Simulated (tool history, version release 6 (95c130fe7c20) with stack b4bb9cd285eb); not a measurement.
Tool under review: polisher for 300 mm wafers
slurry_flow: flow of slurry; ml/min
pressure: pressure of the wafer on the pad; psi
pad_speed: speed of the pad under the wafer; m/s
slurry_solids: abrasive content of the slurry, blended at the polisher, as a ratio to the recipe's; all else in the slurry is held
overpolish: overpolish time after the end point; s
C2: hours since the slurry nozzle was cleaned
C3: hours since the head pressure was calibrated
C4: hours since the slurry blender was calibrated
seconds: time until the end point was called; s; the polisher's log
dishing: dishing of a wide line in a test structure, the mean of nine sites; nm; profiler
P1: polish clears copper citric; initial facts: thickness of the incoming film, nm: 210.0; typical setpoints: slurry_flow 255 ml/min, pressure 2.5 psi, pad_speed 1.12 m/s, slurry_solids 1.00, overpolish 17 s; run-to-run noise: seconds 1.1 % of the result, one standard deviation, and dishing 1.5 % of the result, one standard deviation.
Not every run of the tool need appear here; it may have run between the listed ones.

run 1 hour=4.0 | slurry_flow=255 pressure=2.5 pad_speed=1.12 slurry_solids=1.00 overpolish=17 | wafers_polished_on_this_pad=333 C2=259.5 C3=357.6 C4=170.6 | seconds=94.448 dishing=25.0840
run 2 hour=6.6 | slurry_flow=255 pressure=2.5 pad_speed=1.12 slurry_solids=1.00 overpolish=17 | wafers_polished_on_this_pad=355 C2=262.1 C3=360.2 C4=173.2 | seconds=93.649 dishing=25.7710
run 3 hour=8.7 | slurry_flow=255 pressure=2.5 pad_speed=1.12 slurry_solids=1.00 overpolish=17 | wafers_polished_on_this_pad=373 C2=264.2 C3=362.3 C4=175.3 | seconds=94.762 dishing=24.6730
run 4 hour=12.6 | slurry_flow=255 pressure=2.5 pad_speed=1.68 slurry_solids=1.00 overpolish=17 | wafers_polished_on_this_pad=407 C2=268.1 C3=366.2 C4=179.2 | seconds=63.773 dishing=34.7750
run 5 hour=17.0 | slurry_flow=255 pressure=2.5 pad_speed=1.12 slurry_solids=1.00 overpolish=17 | wafers_polished_on_this_pad=445 C2=272.5 C3=370.6 C4=183.6 | seconds=95.846 dishing=25.8390
run 6 hour=19.2 | slurry_flow=255 pressure=1.8 pad_speed=1.12 slurry_solids=1.00 overpolish=17 | wafers_polished_on_this_pad=464 C2=274.7 C3=372.8 C4=185.8 | seconds=129.860 dishing=18.7390
run 7 hour=22.7 | slurry_flow=255 pressure=2.5 pad_speed=1.12 slurry_solids=1.00 overpolish=28 | wafers_polished_on_this_pad=494 C2=278.2 C3=376.3 C4=189.3 | seconds=92.867 dishing=38.7960
run 8 hour=24.8 | slurry_flow=255 pressure=2.5 pad_speed=0.76 slurry_solids=1.50 overpolish=17 | wafers_polished_on_this_pad=512 C2=280.3 C3=378.4 C4=191.4 | seconds=123.800 dishing=19.6850
run 9 hour=28.2 | slurry_flow=340 pressure=2.5 pad_speed=1.12 slurry_solids=1.00 overpolish=17 | wafers_polished_on_this_pad=541 C2=283.7 C3=381.8 C4=194.8 | seconds=90.779 dishing=26.2010
run 10 hour=30.6 | slurry_flow=255 pressure=2.5 pad_speed=1.12 slurry_solids=1.20 overpolish=5 | wafers_polished_on_this_pad=561 C2=286.1 C3=384.2 C4=197.2 | seconds=90.487 dishing=8.6904
run 11 hour=34.3 | slurry_flow=255 pressure=2.5 pad_speed=1.12 slurry_solids=1.00 overpolish=17 | wafers_polished_on_this_pad=593 C2=289.8 C3=387.9 C4=200.9 | seconds=94.766 dishing=25.5620
run 12 hour=38.3 | slurry_flow=255 pressure=2.5 pad_speed=1.12 slurry_solids=1.35 overpolish=17 | wafers_polished_on_this_pad=628 C2=293.8 C3=391.9 C4=204.9 | seconds=85.574 dishing=27.0960
run 13 hour=40.4 | slurry_flow=255 pressure=2.5 pad_speed=0.50 slurry_solids=1.00 overpolish=17 | wafers_polished_on_this_pad=646 C2=295.9 C3=394.0 C4=207.0 | seconds=200.280 dishing=12.5560
run 14 hour=43.2 | slurry_flow=155 pressure=2.5 pad_speed=1.12 slurry_solids=1.00 overpolish=17 | wafers_polished_on_this_pad=670 C2=298.7 C3=396.8 C4=209.8 | seconds=101.700 dishing=24.2560
run 15 hour=47.1 | slurry_flow=375 pressure=1.7 pad_speed=1.12 slurry_solids=1.00 overpolish=17 | wafers_polished_on_this_pad=703 C2=302.6 C3=400.7 C4=213.7 | seconds=130.930 dishing=18.3330
-- hour=50.2 worn pad replaced by a new one
run 16 hour=50.3 | slurry_flow=255 pressure=2.5 pad_speed=1.12 slurry_solids=1.00 overpolish=9 | wafers_polished_on_this_pad=1 C2=305.8 C3=403.9 C4=216.9 | seconds=93.470 dishing=14.2360
run 17 hour=54.3 | slurry_flow=255 pressure=2.5 pad_speed=1.12 slurry_solids=0.70 overpolish=17 | wafers_polished_on_this_pad=35 C2=309.8 C3=407.9 C4=220.9 | seconds=100.320 dishing=23.7220
run 18 hour=57.1 | slurry_flow=255 pressure=3.9 pad_speed=1.12 slurry_solids=1.00 overpolish=17 | wafers_polished_on_this_pad=59 C2=312.6 C3=410.7 C4=223.7 | seconds=60.158 dishing=37.4680
run 19 hour=60.5 | slurry_flow=255 pressure=2.5 pad_speed=1.12 slurry_solids=1.00 overpolish=17 | wafers_polished_on_this_pad=88 C2=316.0 C3=414.1 C4=227.1 | seconds=93.761 dishing=24.9330

Forecast run 20:
run 20 hour=63.0 | slurry_flow=255 pressure=2.5 pad_speed=1.12 slurry_solids=1.00 overpolish=17 | wafers_polished_on_this_pad=110 C2=318.5 C3=416.6 C4=229.6 | seconds=? dishing=?

seconds: 93.187 s
dishing: 24.9410 nm
